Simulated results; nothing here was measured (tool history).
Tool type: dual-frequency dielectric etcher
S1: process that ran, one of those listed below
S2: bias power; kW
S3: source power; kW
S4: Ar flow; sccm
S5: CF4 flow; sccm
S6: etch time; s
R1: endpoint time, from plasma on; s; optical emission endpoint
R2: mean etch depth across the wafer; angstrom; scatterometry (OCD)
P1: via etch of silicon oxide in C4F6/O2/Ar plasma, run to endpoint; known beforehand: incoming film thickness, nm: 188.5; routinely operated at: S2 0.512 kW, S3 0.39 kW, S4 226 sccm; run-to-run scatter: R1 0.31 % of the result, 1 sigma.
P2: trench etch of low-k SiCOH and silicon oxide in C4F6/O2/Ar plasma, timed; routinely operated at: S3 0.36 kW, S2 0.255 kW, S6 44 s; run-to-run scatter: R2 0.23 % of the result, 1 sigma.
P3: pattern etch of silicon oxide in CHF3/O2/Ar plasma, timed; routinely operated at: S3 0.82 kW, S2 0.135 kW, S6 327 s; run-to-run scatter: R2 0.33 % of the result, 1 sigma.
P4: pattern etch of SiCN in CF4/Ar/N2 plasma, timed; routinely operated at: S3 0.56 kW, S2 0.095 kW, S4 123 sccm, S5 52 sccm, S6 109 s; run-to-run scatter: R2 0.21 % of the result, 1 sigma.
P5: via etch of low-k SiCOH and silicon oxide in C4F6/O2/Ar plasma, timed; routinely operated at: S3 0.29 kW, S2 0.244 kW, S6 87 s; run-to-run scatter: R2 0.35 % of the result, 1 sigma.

{"run": 1, "hour": 7.7, "S1": "P1", "S2": 0.512, "S3": 0.39, "S4": 226, "R1": 39.189}
{"run": 2, "hour": 16.5, "S1": "P4", "S2": 0.095, "S3": 0.42, "S4": 123, "S5": 52, "S6": 109, "R2": 897.95}
{"run": 3, "hour": 28.5, "S1": "P3", "S2": 0.098, "S3": 0.82, "S6": 327, "R2": 5881.8}
{"run": 4, "hour": 40.6, "S1": "P2", "S2": 0.255, "S3": 0.36, "S6": 33, "R2": 1117.9}
{"run": 5, "hour": 52.9, "S1": "P4", "S2": 0.095, "S3": 0.56, "S4": 123, "S5": 52, "S6": 109, "R2": 1153.3}
{"run": 6, "hour": 64.7, "S1": "P2", "S2": 0.343, "S3": 0.36, "S6": 44, "R2": 1655.1}
{"run": 7, "hour": 75.5, "S1": "P4", "S2": 0.095, "S3": 0.56, "S4": 123, "S5": 70, "S6": 109, "R2": 1201}
{"run": 8, "hour": 81.3, "S1": "P1", "S2": 0.299, "S3": 0.39, "S4": 226, "R1": 47.773}
{"run": 9, "hour": 93.6, "S1": "P2", "S2": 0.255, "S3": 0.36, "S6": 44, "R2": 1486.7}
{"run": 10, "hour": 99.0, "S1": "P1", "S2": 0.512, "S3": 0.39, "S4": 226, "R1": 38.99}
{"run": 11, "hour": 108.1, "S1": "P1", "S2": 0.622, "S3": 0.39, "S4": 226, "R1": 36.529}
{"run": 12, "hour": 119.5, "S1": "P1", "S2": 0.512, "S3": 0.39, "S4": 226, "R1": 39.315}
{"run": 13, "hour": 131.0, "S1": "P5", "S2": 0.244, "S3": 0.29, "S6": 87, "R2": 2332.3}
{"run": 14, "hour": 142.4, "S1": "P5", "S2": 0.244, "S3": 0.29, "S6": 49, "R2": 1323.2}
{"run": 15, "hour": 153.8, "S1": "P5", "S2": 0.319, "S3": 0.29, "S6": 87, "R2": 2558.6}
{"run": 16, "hour": 160.3, "S1": "P4", "S2": 0.095, "S3": 0.56, "S4": 123, "S5": 52, "S6": 109, "R2": 1146.6}
{"run": 17, "hour": 171.8, "S1": "P1", "S2": 0.512, "S3": 0.39, "S4": 226, "R1": 39.19}
{"run": 18, "hour": 179.7, "S1": "P4", "S2": 0.095, "S3": 0.56, "S4": 79, "S5": 52, "S6": 109, "R2": 1223.7}
{"run": 19, "hour": 191.0, "S1": "P1", "S2": 0.512, "S3": 0.39, "S4": 135, "R1": 36.954}
{"run": 20, "hour": 201.9, "S1": "P1", "S2": 0.512, "S3": 0.47, "S4": 295, "R1": 37.694}
{"run": 21, "hour": 210.2, "S1": "P1", "S2": 0.512, "S3": 0.39, "S4": 226, "R1": 39.215}
{"run": 22, "hour": 218.2, "S1": "P1", "S2": 0.512, "S3": 0.39, "S4": 226, "R1": 38.892}
{"run": 23, "hour": 230.3, "S1": "P3", "S2": 0.135, "S3": 0.82, "S6": 180, "R2": 3559.7}
{"run": 24, "hour": 242.0, "S1": "P2", "S2": 0.255, "S3": 0.36, "S6": 44, "R2": 1488.6}
{"run": 25, "hour": 254.1, "S1": "P1", "S2": 0.512, "S3": 0.39, "S4": 276, "R1": 40.174}
{"run": 26, "hour": 261.2, "S1": "P4", "S2": 0.095, "S3": 0.56, "S4": 123, "S5": 52, "S6": 84, "R2": 885.08}
{"run": 27, "hour": 268.3, "S1": "P1", "S2": 0.512, "S3": 0.47, "S4": 226, "R1": 36.572}
{"hour": 275.8, "done": "source power generator calibrated"}
{"run": 28, "hour": 280.5, "S1": "P1", "S2": 0.512, "S3": 0.39, "S4": 226, "R1": 39.158}
{"run": 29, "hour": 286.9, "S1": "P2", "S2": 0.255, "S3": 0.27, "S6": 44, "R2": 1337.4}
{"run": 30, "hour": 294.5, "S1": "P3", "S2": 0.135, "S3": 0.82, "S6": 327, "R2": 6488.3}
{"run": 31, "hour": 303.7, "S1": "P3", "S2": 0.135, "S3": 0.82, "S6": 327, "R2": 6446.3}
{"run": 32, "hour": 315.9, "S1": "P5", "S2": 0.244, "S3": 0.29, "S6": 87, "R2": 2333.6}
{"run": 33, "hour": 322.6, "S1": "P5", "S2": 0.244, "S3": 0.23, "S6": 87, "R2": 2120.8}
{"run": 34, "hour": 329.2, "S1": "P4", "S2": 0.055, "S3": 0.56, "S4": 123, "S5": 52, "S6": 109, "R2": 940.25}
{"run": 35, "hour": 335.4, "S1": "P1", "S2": 0.512, "S3": 0.25, "S4": 226, "R1": 45.968}
{"run": 36, "hour": 344.5, "S1": "P3", "S2": 0.135, "S3": 0.52, "S6": 327, "R2": 5403.9}
{"run": 37, "hour": 350.8, "S1": "P1", "S2": 0.512, "S3": 0.39, "S4": 226, "R1": 39.089}
{"run": 38, "hour": 362.0, "S1": "P1", "S2": 0.512, "S3": 0.39, "S4": 226, "R1": 38.788}
{"run": 39, "hour": 367.7, "S1": "P1", "S2": 0.512, "S3": 0.39, "S4": 226, "R1": 38.808}
{"run": 40, "hour": 377.9, "S1": "P1", "S2": 0.512, "S3": 0.39, "S4": 226, "R1": 38.705}
{"run": 41, "hour": 386.7, "S1": "P1", "S2": 0.512, "S3": 0.39, "S4": 226, "R1": 38.58}
{"run": 42, "hour": 392.4, "S1": "P1", "S2": 0.512, "S3": 0.39, "S4": 226, "R1": 38.491}
{"hour": 393.0, "done": "wet clean of the chamber"}
{"hour": 396.2, "done": "Ar flow controller replaced"}
{"run": 43, "hour": 402.3, "S1": "P1", "S2": 0.512, "S3": 0.39, "S4": 226, "R1": 38.752}
{"run": 44, "hour": 410.4, "S1": "P1", "S2": 0.512, "S3": 0.39, "S4": 226, "R1": 38.739}
{"run": 45, "hour": 417.5, "S1": "P1", "S2": 0.512, "S3": 0.39, "S4": 226, "R1": 38.566}

The output of P1 has drifted from where it used to be. Each of the 2 causes below, taken at the size shown beside it, accounts for the log equally well:
A: source power that arrives over what is set, % = 4.34
B: bias power that arrives over what is set, % = 4.25
The creep began at about hour 350.8.
Excluded causes, each with its reason:
chamber walls in a state that raises the etch rate, %: serviced at hour 393, after the drift had started, without restoring the earlier output
Ar flow that arrives under what is set, %: serviced at hour 396.2, after the drift had started, without restoring the earlier output

Of the 4 check runs listed below, each run on one wafer and each result written as a question mark, which would let you distinguish the listed causes because they would give clearly different results?
{"run": "check 1", "hour": 424.6, "S1": "P3", "S2": 0.135, "S3": 0.82, "S6": 327, "R2": "?"}
{"run": "check 2", "hour": 424.6, "S1": "P4", "S2": 0.095, "S3": 0.56, "S4": 123, "S5": 52, "S6": 109, "R2": "?"}
{"run": "check 3", "hour": 424.6, "S1": "P2", "S2": 0.255, "S3": 0.36, "S6": 44, "R2": "?"}
{"run": "check 4", "hour": 424.6, "S1": "P5", "S2": 0.244, "S3": 0.29, "S6": 87, "R2": "?"}

What every check run would give for each of its results, assuming each possible cause in turn:
check=check_1 result=R2 if_A=6581.5 if_B=6556.6
check=check_2 result=R2 if_A=1191.5 if_B=1167.4
check=check_3 result=R2 if_A=1516.7 if_B=1513.7
check=check_4 result=R2 if_A=2372.6 if_B=2368.2
Per-check spread between the two closest causes, in the result where they differ most: check 1 0.38 %; check 2 2.05 %; check 3 0.19 %; check 4 0.18 %
Check 2 tells the causes apart: in the others they would give nearly the same result.

Here is what check 2 returned: R2 1172.2 angstrom. Which cause is it?

It was cause B: bias power that arrives over what is set, %.
